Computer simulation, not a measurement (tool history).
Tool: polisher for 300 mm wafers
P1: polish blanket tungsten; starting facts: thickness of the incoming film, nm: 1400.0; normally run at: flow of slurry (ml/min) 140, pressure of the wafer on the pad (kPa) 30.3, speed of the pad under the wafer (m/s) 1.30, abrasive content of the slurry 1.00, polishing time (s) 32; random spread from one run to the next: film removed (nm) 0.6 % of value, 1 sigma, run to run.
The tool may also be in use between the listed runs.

run     day  flow of slurry (ml/min)  pressure of the wafer on the pad (kPa)  speed of the pad under the wafer (m/s)  abrasive content of the slurry  polishing time (s)  wafers polished on this pad  hours since the slurry nozzle was cleaned  hours since the head pressure was calibrated  hours since the slurry blender was calibrated  hours since the slurry got fresh peroxide  film removed (nm)
  1   0.679                      140                                    30.3                                    1.30                            1.00                  32                          320                                      225.0                                         241.0                                          123.3                                       29.2             262.72
  2   1.238                      140                                    30.3                                    1.30                            1.00                  32                          473                                      238.4                                         254.4                                          136.7                                       42.6             262.09
  3   1.592                      140                                    30.3                                    1.30                            1.30                  32                          571                                      246.9                                         262.9                                          145.2                                       51.1             278.19
  4   2.062                       90                                    30.3                                    1.30                            1.00                  32                          700                                      258.2                                         274.2                                          156.5                                       62.4             239.79
  5   2.604                      140                                    17.2                                    1.30                            1.00                  32                          849                                      271.2                                         287.2                                          169.5                                       75.4             150.10
  6   3.288                      140                                    30.3                                    1.30                            1.00                  32                         1037                                      287.6                                         303.6                                          185.9                                       91.8             264.57
  7   3.925                      140                                    30.3                                    1.30                            1.00                  43                         1212                                      302.9                                         318.9                                          201.2                                      107.1             351.08
  8   4.292                      140                                    30.3                                    1.30                            1.00                  32                         1313                                      311.7                                         327.7                                          210.0                                      115.9             260.72
  9   4.625                      140                                    30.3                                    0.66                            1.00                  32                         1404                                      319.7                                         335.7                                          218.0                                      123.9             133.73
 10   5.279                      140                                    30.3                                    1.94                            1.00                  32                         1584                                      335.4                                         351.4                                          233.7                                      139.6             393.17
 11   5.683                      140                                    30.3                                    1.30                            1.00                  32                         1695                                      345.1                                         361.1                                          243.4                                      149.3             262.40
 12   6.154                      140                                    30.3                                    1.30                            1.00                  32                         1824                                      356.4                                         372.4                                          254.7                                      160.6             262.54
 13   6.638                      140                                    44.8                                    1.30                            1.00                  32                         1957                                      368.0                                         384.0                                          266.3                                      172.2             388.89
      7.158  -- slurry tank refilled with fresh slurry and peroxide
 14   7.283                      140                                    30.3                                    1.30                            1.45                  49                         2135                                      383.5                                         399.5                                          281.8                                        3.1             440.05
 15   7.938                      140                                    30.3                                    1.30                            0.60                  32                         2314                                      399.2                                         415.2                                          297.5                                       18.8             233.68
 16   8.512                      140                                    30.3                                    1.30                            1.00                  32                         2472                                      413.0                                         429.0                                          311.3                                       32.6             261.78
      8.542  -- slurry blender recalibrated
 17   9.029                      140                                    30.3                                    1.30                            1.00                  19                         2614                                      425.4                                         441.4                                           11.7                                       45.0             155.99
 18   9.725                      200                                    30.3                                    1.30                            1.00                  32                         2805                                      442.1                                         458.1                                           28.4                                       61.7             279.51
 19  10.104                      140                                    30.3                                    1.30                            1.00                  32                         2910                                      451.2                                         467.2                                           37.5                                       70.8             263.42
 20  10.467                      140                                    30.3                                    1.30                            1.00                  32                         3009                                      459.9                                         475.9                                           46.2                                       79.5             256.41
 21  10.800                      140                                    30.3                                    1.30                            1.00                  32                         3101                                      467.9                                         483.9                                           54.2                                       87.5             251.60
 22  11.475                      140                                    30.3                                    1.30                            1.00                  32                         3286                                      484.1                                         500.1                                           70.4                                      103.7             241.64
 23  11.954                      140                                    30.3                                    1.30                            1.00                  32                         3418                                      495.6                                         511.6                                           81.9                                      115.2             240.81
     11.992  -- worn pad replaced by a new one
 24  12.354                      140                                    30.3                                    1.30                            1.00                  32                          100                                      505.2                                         521.2                                           91.5                                      124.8             238.80
     12.471  -- slurry blender recalibrated
     12.612  -- head pressure recalibrated
 25  13.046                      140                                    30.3                                    1.30                            1.00                  32                          290                                      521.8                                          10.5                                           13.8                                      141.4             236.46
 26  13.421                      140                                    30.3                                    1.30                            1.00                  32                          393                                      530.8                                          19.5                                           22.8                                      150.4             237.84
 27  14.071                      140                                    30.3                                    1.30                            1.00                  32                          572                                      546.4                                          35.1                                           38.4                                      166.0             239.81

P1 no longer gives what it gave before; its output has crept away from where it was. The following 2 causes, each at its listed size, fit the log equally well:
A: slurry flow missing at the pad, % = 36.2
B: peroxide lost from the slurry, % = 22.8
At approximately day 10.104, the process output began to creep.
All other causes, with the reason each is excluded:
removal rate lost through wear of the pad, %: its service at day 11.992 followed the start of the drift and did not put the process back to its old value
head's pressure below its setpoint, %: its service at day 12.612 followed the start of the drift and did not put the process back to its old value
abrasive missing from the slurry, %: its service at day 12.471 followed the start of the drift and did not put the process back to its old value

Question marks stand in for the results of the 4 check runs listed below, each run on one wafer. Under which run would the listed causes show clearly different results?
check 1  14.721                      140                                    18.6                                    1.30                            1.30                  32                                                                                                                                                                                                                                  ?
check 2  14.721                       90                                    40.0                                    1.30                            1.00                  32                                                                                                                                                                                                                                  ?
check 3  14.721                      140                                    30.3                                    1.82                            1.00                  32                                                                                                                                                                                                                                  ?
check 4  14.721                      140                                    37.9                                    1.86                            1.00                  32                                                                                                                                                                                                                                  ?

Predicted outcomes, by check and by cause:
  check             result    if A    if B
check 1  film removed (nm)  155.10  155.08
check 2  film removed (nm)  270.26  283.27
check 3  film removed (nm)  332.30  332.27
check 4  film removed (nm)  424.51  424.47
Distance between the nearest two causes, measured in the result of the check that separates them most: check 1 0.01 %; check 2 4.7 %; check 3 0.01 %; check 4 0.01 %
Only check 2 tells the causes apart: in the others they would give nearly the same result.

Then check 2 was run and gave: film removed (nm) 281.43. Which cause is it?

B is the cause: peroxide lost from the slurry, %.

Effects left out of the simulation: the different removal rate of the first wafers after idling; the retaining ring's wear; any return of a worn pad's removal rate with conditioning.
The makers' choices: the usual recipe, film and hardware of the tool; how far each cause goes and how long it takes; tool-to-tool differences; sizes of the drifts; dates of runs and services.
